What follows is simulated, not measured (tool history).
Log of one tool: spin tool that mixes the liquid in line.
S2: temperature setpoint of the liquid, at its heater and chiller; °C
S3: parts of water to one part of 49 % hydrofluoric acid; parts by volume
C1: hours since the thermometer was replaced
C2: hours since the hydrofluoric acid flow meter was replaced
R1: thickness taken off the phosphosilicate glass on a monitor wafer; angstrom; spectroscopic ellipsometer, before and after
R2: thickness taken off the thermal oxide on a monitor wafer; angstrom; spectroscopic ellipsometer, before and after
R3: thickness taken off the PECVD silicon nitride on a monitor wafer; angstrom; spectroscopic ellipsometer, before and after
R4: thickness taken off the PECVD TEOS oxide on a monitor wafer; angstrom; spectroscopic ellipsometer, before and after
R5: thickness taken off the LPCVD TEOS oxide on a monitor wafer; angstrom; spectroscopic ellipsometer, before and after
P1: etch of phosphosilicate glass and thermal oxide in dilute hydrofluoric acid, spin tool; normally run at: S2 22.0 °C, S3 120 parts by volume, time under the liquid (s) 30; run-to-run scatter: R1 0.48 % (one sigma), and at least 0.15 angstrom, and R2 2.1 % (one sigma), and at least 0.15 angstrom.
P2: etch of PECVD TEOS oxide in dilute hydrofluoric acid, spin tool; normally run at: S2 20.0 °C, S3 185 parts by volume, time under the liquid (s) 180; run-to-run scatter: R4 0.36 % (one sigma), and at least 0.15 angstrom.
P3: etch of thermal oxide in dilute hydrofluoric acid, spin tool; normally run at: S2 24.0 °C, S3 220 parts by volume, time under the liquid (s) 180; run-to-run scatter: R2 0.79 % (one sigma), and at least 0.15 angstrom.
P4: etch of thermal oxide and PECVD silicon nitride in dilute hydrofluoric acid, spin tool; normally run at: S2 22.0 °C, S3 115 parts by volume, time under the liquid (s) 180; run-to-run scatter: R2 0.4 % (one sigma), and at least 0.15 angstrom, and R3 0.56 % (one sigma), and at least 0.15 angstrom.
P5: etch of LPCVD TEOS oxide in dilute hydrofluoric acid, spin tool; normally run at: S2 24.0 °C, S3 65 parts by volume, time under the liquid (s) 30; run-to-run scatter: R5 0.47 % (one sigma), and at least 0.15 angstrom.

run 1 hour=6.1 | process_that_ran=P1 S2=22.0 S3=120 time_under_the_liquid_(s)=30 | C1=311.9 C2=296.6 | R1=253.17 R2=10.6850
run 2 hour=10.1 | process_that_ran=P4 S2=22.0 S3=115 time_under_the_liquid_(s)=260 | C1=315.9 C2=300.6 | R2=99.2860 R3=118.350
run 3 hour=17.0 | process_that_ran=P1 S2=22.0 S3=45 time_under_the_liquid_(s)=30 | C1=322.8 C2=307.5 | R1=733.48 R2=31.0160
run 4 hour=23.3 | process_that_ran=P2 S2=20.0 S3=185 time_under_the_liquid_(s)=180 | C1=329.1 C2=313.8 | R4=128.260
run 5 hour=29.4 | process_that_ran=P4 S2=22.0 S3=180 time_under_the_liquid_(s)=180 | C1=335.2 C2=319.9 | R2=40.4440 R3=52.777
run 6 hour=34.9 | process_that_ran=P2 S2=20.0 S3=185 time_under_the_liquid_(s)=180 | C1=340.7 C2=325.4 | R4=127.210
run 7 hour=38.8 | process_that_ran=P2 S2=20.0 S3=185 time_under_the_liquid_(s)=65 | C1=344.6 C2=329.3 | R4=46.132
run 8 hour=43.1 | process_that_ran=P3 S2=24.0 S3=95 time_under_the_liquid_(s)=180 | C1=348.9 C2=333.6 | R2=85.2270
run 9 hour=49.9 | process_that_ran=P3 S2=18.0 S3=220 time_under_the_liquid_(s)=180 | C1=355.7 C2=340.4 | R2=25.6600
run 10 hour=54.8 | process_that_ran=P3 S2=24.0 S3=220 time_under_the_liquid_(s)=180 | C1=360.6 C2=345.3 | R2=32.4910
run 11 hour=61.5 | process_that_ran=P4 S2=22.0 S3=115 time_under_the_liquid_(s)=180 | C1=367.3 C2=352.0 | R2=68.3390 R3=82.217
run 12 hour=65.5 | process_that_ran=P1 S2=22.0 S3=190 time_under_the_liquid_(s)=30 | C1=371.3 C2=356.0 | R1=148.04 R2=6.1939
run 13 hour=69.2 | process_that_ran=P1 S2=26.0 S3=120 time_under_the_liquid_(s)=15 | C1=375.0 C2=359.7 | R1=148.54 R2=6.5246
run 14 hour=72.7 | process_that_ran=P4 S2=22.0 S3=115 time_under_the_liquid_(s)=180 | C1=378.5 C2=363.2 | R2=69.2620 R3=82.115
run 15 hour=79.1 | process_that_ran=P1 S2=22.0 S3=120 time_under_the_liquid_(s)=30 | C1=384.9 C2=369.6 | R1=252.98 R2=11.0560
run 16 hour=86.0 | process_that_ran=P2 S2=28.0 S3=185 time_under_the_liquid_(s)=180 | C1=391.8 C2=376.5 | R4=171.570
-- hour=92.5 thermometer replaced
run 17 hour=93.1 | process_that_ran=P1 S2=17.0 S3=120 time_under_the_liquid_(s)=30 | C1=0.7 C2=383.6 | R1=207.15 R2=8.3176
run 18 hour=99.4 | process_that_ran=P5 S2=24.0 S3=65 time_under_the_liquid_(s)=30 | C1=7.0 C2=389.9 | R5=160.060
run 19 hour=104.2 | process_that_ran=P5 S2=24.0 S3=65 time_under_the_liquid_(s)=30 | C1=11.8 C2=394.7 | R5=159.710
run 20 hour=109.1 | process_that_ran=P1 S2=22.0 S3=120 time_under_the_liquid_(s)=15 | C1=16.7 C2=399.6 | R1=125.79 R2=5.0731
run 21 hour=113.2 | process_that_ran=P5 S2=24.0 S3=20 time_under_the_liquid_(s)=30 | C1=20.8 C2=403.7 | R5=555.370
run 22 hour=118.8 | process_that_ran=P3 S2=24.0 S3=220 time_under_the_liquid_(s)=40 | C1=26.4 C2=409.3 | R2=6.9342
run 23 hour=123.5 | process_that_ran=P4 S2=30.0 S3=115 time_under_the_liquid_(s)=180 | C1=31.1 C2=414.0 | R2=93.6200 R3=138.100
run 24 hour=127.7 | process_that_ran=P1 S2=26.0 S3=120 time_under_the_liquid_(s)=30 | C1=35.3 C2=418.2 | R1=294.54 R2=12.1610
run 25 hour=134.2 | process_that_ran=P1 S2=22.0 S3=120 time_under_the_liquid_(s)=30 | C1=41.8 C2=424.7 | R1=253.57 R2=10.6550
run 26 hour=138.6 | process_that_ran=P2 S2=20.0 S3=90 time_under_the_liquid_(s)=180 | C1=46.2 C2=429.1 | R4=288.710
run 27 hour=145.3 | process_that_ran=P5 S2=17.5 S3=65 time_under_the_liquid_(s)=30 | C1=52.9 C2=435.8 | R5=122.120
run 28 hour=148.8 | process_that_ran=P1 S2=22.0 S3=120 time_under_the_liquid_(s)=30 | C1=56.4 C2=439.3 | R1=255.11 R2=10.6290
run 29 hour=154.0 | process_that_ran=P1 S2=22.0 S3=120 time_under_the_liquid_(s)=55 | C1=61.6 C2=444.5 | R1=463.10 R2=20.3330
run 30 hour=158.1 | process_that_ran=P1 S2=22.0 S3=60 time_under_the_liquid_(s)=15 | C1=65.7 C2=448.6 | R1=271.30 R2=11.4290
run 31 hour=164.8 | process_that_ran=P5 S2=24.0 S3=65 time_under_the_liquid_(s)=15 | C1=72.4 C2=455.3 | R5=80.418
run 32 hour=170.4 | process_that_ran=P1 S2=17.0 S3=120 time_under_the_liquid_(s)=45 | C1=78.0 C2=460.9 | R1=309.11 R2=13.5870
run 33 hour=173.8 | process_that_ran=P1 S2=22.0 S3=120 time_under_the_liquid_(s)=30 | C1=81.4 C2=464.3 | R1=251.53 R2=10.7010
run 34 hour=178.6 | process_that_ran=P1 S2=22.0 S3=120 time_under_the_liquid_(s)=30 | C1=86.2 C2=469.1 | R1=258.90 R2=11.0080
run 35 hour=181.7 | process_that_ran=P1 S2=22.0 S3=120 time_under_the_liquid_(s)=30 | C1=89.3 C2=472.2 | R1=259.86 R2=10.6350
run 36 hour=186.4 | process_that_ran=P1 S2=22.0 S3=120 time_under_the_liquid_(s)=30 | C1=94.0 C2=476.9 | R1=265.03 R2=11.1550
run 37 hour=191.0 | process_that_ran=P1 S2=22.0 S3=120 time_under_the_liquid_(s)=30 | C1=98.6 C2=481.5 | R1=265.29 R2=11.6250
run 38 hour=196.3 | process_that_ran=P1 S2=22.0 S3=120 time_under_the_liquid_(s)=30 | C1=103.9 C2=486.8 | R1=267.50 R2=11.1740
run 39 hour=199.9 | process_that_ran=P1 S2=22.0 S3=120 time_under_the_liquid_(s)=30 | C1=107.5 C2=490.4 | R1=269.16 R2=11.4100
run 40 hour=203.1 | process_that_ran=P1 S2=22.0 S3=120 time_under_the_liquid_(s)=30 | C1=110.7 C2=493.6 | R1=265.32 R2=11.6020
run 41 hour=208.1 | process_that_ran=P1 S2=22.0 S3=120 time_under_the_liquid_(s)=30 | C1=115.7 C2=498.6 | R1=270.05 R2=11.7520
run 42 hour=214.8 | process_that_ran=P1 S2=22.0 S3=120 time_under_the_liquid_(s)=30 | C1=122.4 C2=505.3 | R1=267.88 R2=11.4930
run 43 hour=219.2 | process_that_ran=P1 S2=22.0 S3=120 time_under_the_liquid_(s)=30 | C1=126.8 C2=509.7 | R1=268.07 R2=11.8060
run 44 hour=225.5 | process_that_ran=P1 S2=22.0 S3=120 time_under_the_liquid_(s)=30 | C1=133.1 C2=516.0 | R1=267.94 R2=11.4010

What P1 gives has crept away from where it was. These 2 causes fit the log equally well, each at the size given:
A: liquid hotter than its thermometer reads (K) = 1.58
B: hydrofluoric acid flow above the setpoint (%) = 5.63
The creep began at about hour 173.8.

4 check runs are offered, one wafer each, their results left as question marks. Which one tells the causes apart?
run check 1 hour=231.8 | process_that_ran=P3 S2=24.0 S3=220 time_under_the_liquid_(s)=180 | R2=?
run check 2 hour=231.8 | process_that_ran=P2 S2=20.0 S3=185 time_under_the_liquid_(s)=180 | R4=?
run check 3 hour=231.8 | process_that_ran=P5 S2=24.0 S3=65 time_under_the_liquid_(s)=30 | R5=?
run check 4 hour=231.8 | process_that_ran=P4 S2=22.0 S3=115 time_under_the_liquid_(s)=180 | R2=? R3=?

What each check would give under each cause:
check=check_1 result=R2 if_A=33.9750 if_B=34.3190
check=check_2 result=R4 if_A=135.370 if_B=135.860
check=check_3 result=R5 if_A=170.470 if_B=169.680
check=check_4 result=R2 if_A=73.1150 if_B=73.0570
check=check_4 result=R3 if_A=91.140 if_B=86.633
How far apart the two closest causes lie, in the result that separates them most: check 1 1.01 %; check 2 0.36 %; check 3 0.46 %; check 4 5.07 %
Only check 4 tells the causes apart: in the others they would give nearly the same result.

Then check 4 was run and gave: R2 73.0590 angstrom; R3 90.879 angstrom. Which cause is it?

It is A: liquid hotter than its thermometer reads (K).
